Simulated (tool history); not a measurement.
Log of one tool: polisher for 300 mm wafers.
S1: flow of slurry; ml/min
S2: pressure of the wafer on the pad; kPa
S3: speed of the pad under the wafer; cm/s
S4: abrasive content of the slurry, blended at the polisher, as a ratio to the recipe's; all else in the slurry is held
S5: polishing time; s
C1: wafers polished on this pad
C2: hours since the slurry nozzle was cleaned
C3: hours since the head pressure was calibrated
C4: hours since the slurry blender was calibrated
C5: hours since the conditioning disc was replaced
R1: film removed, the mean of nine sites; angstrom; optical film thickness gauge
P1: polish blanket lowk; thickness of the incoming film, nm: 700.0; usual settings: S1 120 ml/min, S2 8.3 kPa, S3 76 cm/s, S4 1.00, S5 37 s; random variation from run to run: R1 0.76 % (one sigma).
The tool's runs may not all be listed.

{"run": 1, "hour": 13.0, "S1": 120, "S2": 8.3, "S3": 76, "S4": 1.0, "S5": 37, "C1": 443, "C2": 67.7, "C3": 239.5, "C4": 112.4, "C5": 135.8, "R1": 68.242}
{"hour": 22.2, "done": "slurry nozzle cleaned"}
{"run": 2, "hour": 26.6, "S1": 120, "S2": 8.3, "S3": 76, "S4": 1.0, "S5": 37, "C1": 563, "C2": 4.5, "C3": 253.1, "C4": 126.0, "C5": 149.4, "R1": 67.786}
{"run": 3, "hour": 35.8, "S1": 120, "S2": 8.3, "S3": 34, "S4": 1.0, "S5": 37, "C1": 644, "C2": 13.7, "C3": 262.3, "C4": 135.2, "C5": 158.6, "R1": 35.5}
{"run": 4, "hour": 49.3, "S1": 120, "S2": 8.3, "S3": 76, "S4": 1.5, "S5": 37, "C1": 763, "C2": 27.2, "C3": 275.8, "C4": 148.7, "C5": 172.1, "R1": 80.521}
{"run": 5, "hour": 56.4, "S1": 120, "S2": 10.3, "S3": 76, "S4": 1.0, "S5": 37, "C1": 825, "C2": 34.3, "C3": 282.9, "C4": 155.8, "C5": 179.2, "R1": 86.404}
{"run": 6, "hour": 63.3, "S1": 185, "S2": 8.3, "S3": 76, "S4": 1.0, "S5": 37, "C1": 886, "C2": 41.2, "C3": 289.8, "C4": 162.7, "C5": 186.1, "R1": 73.162}
{"run": 7, "hour": 72.3, "S1": 120, "S2": 8.3, "S3": 76, "S4": 1.0, "S5": 37, "C1": 965, "C2": 50.2, "C3": 298.8, "C4": 171.7, "C5": 195.1, "R1": 67.385}
{"run": 8, "hour": 79.1, "S1": 120, "S2": 5.5, "S3": 76, "S4": 1.0, "S5": 37, "C1": 1025, "C2": 57.0, "C3": 305.6, "C4": 178.5, "C5": 201.9, "R1": 45.75}
{"run": 9, "hour": 85.4, "S1": 120, "S2": 8.3, "S3": 56, "S4": 1.0, "S5": 25, "C1": 1080, "C2": 63.3, "C3": 311.9, "C4": 184.8, "C5": 208.2, "R1": 36.534}
{"run": 10, "hour": 94.9, "S1": 120, "S2": 8.3, "S3": 76, "S4": 1.0, "S5": 37, "C1": 1164, "C2": 72.8, "C3": 321.4, "C4": 194.3, "C5": 217.7, "R1": 67.917}
{"run": 11, "hour": 101.2, "S1": 70, "S2": 8.3, "S3": 76, "S4": 1.0, "S5": 37, "C1": 1219, "C2": 79.1, "C3": 327.7, "C4": 200.6, "C5": 224.0, "R1": 58.542}
{"run": 12, "hour": 111.8, "S1": 120, "S2": 8.3, "S3": 76, "S4": 1.0, "S5": 37, "C1": 1312, "C2": 89.7, "C3": 338.3, "C4": 211.2, "C5": 234.6, "R1": 67.683}
{"run": 13, "hour": 124.9, "S1": 120, "S2": 8.3, "S3": 76, "S4": 1.0, "S5": 25, "C1": 1427, "C2": 102.8, "C3": 351.4, "C4": 224.3, "C5": 247.7, "R1": 46.109}
{"run": 14, "hour": 136.3, "S1": 120, "S2": 8.3, "S3": 118, "S4": 1.0, "S5": 37, "C1": 1528, "C2": 114.2, "C3": 362.8, "C4": 235.7, "C5": 259.1, "R1": 96.197}
{"hour": 142.9, "done": "worn pad replaced by a new one"}
{"run": 15, "hour": 144.3, "S1": 120, "S2": 8.3, "S3": 76, "S4": 1.0, "S5": 37, "C1": 12, "C2": 122.2, "C3": 370.8, "C4": 243.7, "C5": 267.1, "R1": 68.096}
{"run": 16, "hour": 156.2, "S1": 120, "S2": 8.3, "S3": 76, "S4": 0.55, "S5": 37, "C1": 117, "C2": 134.1, "C3": 382.7, "C4": 255.6, "C5": 279.0, "R1": 49.261}
{"run": 17, "hour": 165.7, "S1": 120, "S2": 8.3, "S3": 76, "S4": 1.0, "S5": 37, "C1": 200, "C2": 143.6, "C3": 392.2, "C4": 265.1, "C5": 288.5, "R1": 67.197}
{"run": 18, "hour": 178.3, "S1": 120, "S2": 8.3, "S3": 76, "S4": 1.0, "S5": 57, "C1": 311, "C2": 156.2, "C3": 404.8, "C4": 277.7, "C5": 301.1, "R1": 105.66}
{"run": 19, "hour": 189.3, "S1": 120, "S2": 8.3, "S3": 76, "S4": 1.0, "S5": 37, "C1": 408, "C2": 167.2, "C3": 415.8, "C4": 288.7, "C5": 312.1, "R1": 67.861}
{"run": 20, "hour": 202.1, "S1": 120, "S2": 8.3, "S3": 76, "S4": 1.0, "S5": 37, "C1": 520, "C2": 180.0, "C3": 428.6, "C4": 301.5, "C5": 324.9, "R1": 63.986}
{"run": 21, "hour": 216.0, "S1": 120, "S2": 8.3, "S3": 76, "S4": 1.0, "S5": 37, "C1": 643, "C2": 193.9, "C3": 442.5, "C4": 315.4, "C5": 338.8, "R1": 63.015}
{"run": 22, "hour": 226.5, "S1": 120, "S2": 8.3, "S3": 76, "S4": 1.0, "S5": 37, "C1": 735, "C2": 204.4, "C3": 453.0, "C4": 325.9, "C5": 349.3, "R1": 61.761}
{"hour": 231.8, "done": "slurry blender recalibrated"}
{"hour": 235.8, "done": "conditioning disc replaced and pad reconditioned"}
{"run": 23, "hour": 237.3, "S1": 120, "S2": 8.3, "S3": 76, "S4": 1.0, "S5": 37, "C1": 830, "C2": 215.2, "C3": 463.8, "C4": 5.6, "C5": 1.5, "R1": 60.839}
{"hour": 239.0, "done": "worn pad replaced by a new one"}
{"run": 24, "hour": 245.5, "S1": 120, "S2": 8.3, "S3": 76, "S4": 1.0, "S5": 37, "C1": 57, "C2": 223.4, "C3": 472.0, "C4": 13.8, "C5": 9.7, "R1": 60.458}
{"run": 25, "hour": 258.5, "S1": 120, "S2": 8.3, "S3": 76, "S4": 1.0, "S5": 37, "C1": 171, "C2": 236.4, "C3": 485.0, "C4": 26.8, "C5": 22.7, "R1": 59.913}

What P1 gives has crept away from where it was. These 2 causes fit the log equally well, each at the size given:
A: slurry flow missing at the pad, % = 35.3
B: head's pressure below its setpoint, % = 10.6
The creep began at about hour 189.3.
Why every other cause is out:
removal rate lost through wear of the pad, %: serviced at hour 239.0, which brought nothing back
abrasive missing from the slurry, %: serviced at hour 231.8, which brought nothing back
time polished since the conditioner stopped cutting, s: serviced at hour 235.8, which brought nothing back

4 check runs are offered, each on 3 wafers whose results are averaged, their results left as question marks. Which one tells the causes apart?
{"run": "check 1", "hour": 271.5, "S1": 120, "S2": 8.3, "S3": 52, "S4": 1.0, "S5": 56, "R1": "?"}
{"run": "check 2", "hour": 271.5, "S1": 180, "S2": 8.3, "S3": 118, "S4": 1.0, "S5": 37, "R1": "?"}
{"run": "check 3", "hour": 271.5, "S1": 120, "S2": 8.3, "S3": 48, "S4": 1.0, "S5": 46, "R1": "?"}
{"run": "check 4", "hour": 271.5, "S1": 120, "S2": 8.3, "S3": 90, "S4": 1.45, "S5": 37, "R1": "?"}

What each check would give under each cause:
check=check_1 result=R1 if_A=67.880 if_B=67.924
check=check_2 result=R1 if_A=96.074 if_B=92.887
check=check_3 result=R1 if_A=52.300 if_B=52.334
check=check_4 result=R1 if_A=80.982 if_B=81.034
How far apart the two closest causes lie, in the result that separates them most: check 1 0.06 %; check 2 3.37 %; check 3 0.06 %; check 4 0.06 %
Only check 2 tells the causes apart: in the others they would give nearly the same result.

Check 2 was then run and gave: R1 95.852 angstrom. Which cause is it?

It is A: slurry flow missing at the pad, %.

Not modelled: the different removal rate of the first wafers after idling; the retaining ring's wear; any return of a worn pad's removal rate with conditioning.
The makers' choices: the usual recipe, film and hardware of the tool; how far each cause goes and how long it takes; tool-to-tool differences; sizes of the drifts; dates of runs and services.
